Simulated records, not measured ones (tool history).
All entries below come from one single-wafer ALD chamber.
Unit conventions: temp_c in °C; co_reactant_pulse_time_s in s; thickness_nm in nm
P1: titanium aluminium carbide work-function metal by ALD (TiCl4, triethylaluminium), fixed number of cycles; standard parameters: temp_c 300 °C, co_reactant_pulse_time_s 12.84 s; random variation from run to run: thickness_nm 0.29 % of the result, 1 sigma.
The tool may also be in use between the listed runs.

run	day	temp_c	co_reactant_pulse_time_s	hours since the last thermocouple change	hours since the last triethylaluminium bottle change	thickness_nm
1	0.538	300	12.84	1325.8	586.7	2.0150
2	0.888	300	20.17	1334.2	595.1	2.0343
3	1.329	282	17.13	1344.8	605.7	1.8723
4	1.854	312	12.84	1357.4	618.3	2.1247
5	2.258	300	12.84	1367.1	628.0	2.0254
# day 2.512: triethylaluminium bottle replaced
6	2.542	300	12.84	1373.9	0.8	2.0235
7	2.825	278	5.73	1380.7	7.6	1.5986
8	3.292	300	12.84	1391.9	18.8	2.0234
9	3.688	300	5.47	1401.4	28.3	1.7280
10	4.225	277	12.84	1414.3	41.2	1.8185
11	4.746	300	12.84	1426.8	53.7	2.0210
12	5.067	300	12.84	1434.5	61.4	2.0031
13	5.538	300	12.84	1445.8	72.7	2.0016
14	5.888	300	12.84	1454.2	81.1	1.9840
15	6.217	300	12.84	1462.1	89.0	1.9836
16	6.721	300	12.84	1474.2	101.1	1.9828
17	6.988	300	12.84	1480.6	107.5	1.9791
18	7.238	300	12.84	1486.6	113.5	1.9871

Something has made what P1 gives creep away from where it was; the 2 causes below, each at its own stated size, fit the log equally well:
A: wafer temperature below the value expected at the setpoint (K) = 4.79
B: triethylaluminium dose below that of a fresh bottle (%) = 22.6
At approximately day 4.746, the process output began to creep.

Of the 4 check runs listed below, each run on one wafer and each result written as a question mark, which would let you distinguish the listed causes because they would give clearly different results?
check 1	7.488	280	12.84			?
check 2	7.488	300	5.89			?
check 3	7.488	289	12.84			?
check 4	7.488	287	12.84			?

How each check would come out, cause by cause:
check	result	if A	if B
check 1	thickness_nm	1.8049	1.8077
check 2	thickness_nm	1.7393	1.6200
check 3	thickness_nm	1.8824	1.8839
check 4	thickness_nm	1.8651	1.8669
Per-check spread between the two closest causes, in the result where they differ most: check 1 0.15 %; check 2 7.11 %; check 3 0.08 %; check 4 0.1 %
The causes can be told apart only by check 2. The other checks would give nearly the same results under each of them.

Then check 2 was run and gave: thickness_nm 1.6201 nm. Which cause is it?

B is the cause: triethylaluminium dose below that of a fresh bottle (%).

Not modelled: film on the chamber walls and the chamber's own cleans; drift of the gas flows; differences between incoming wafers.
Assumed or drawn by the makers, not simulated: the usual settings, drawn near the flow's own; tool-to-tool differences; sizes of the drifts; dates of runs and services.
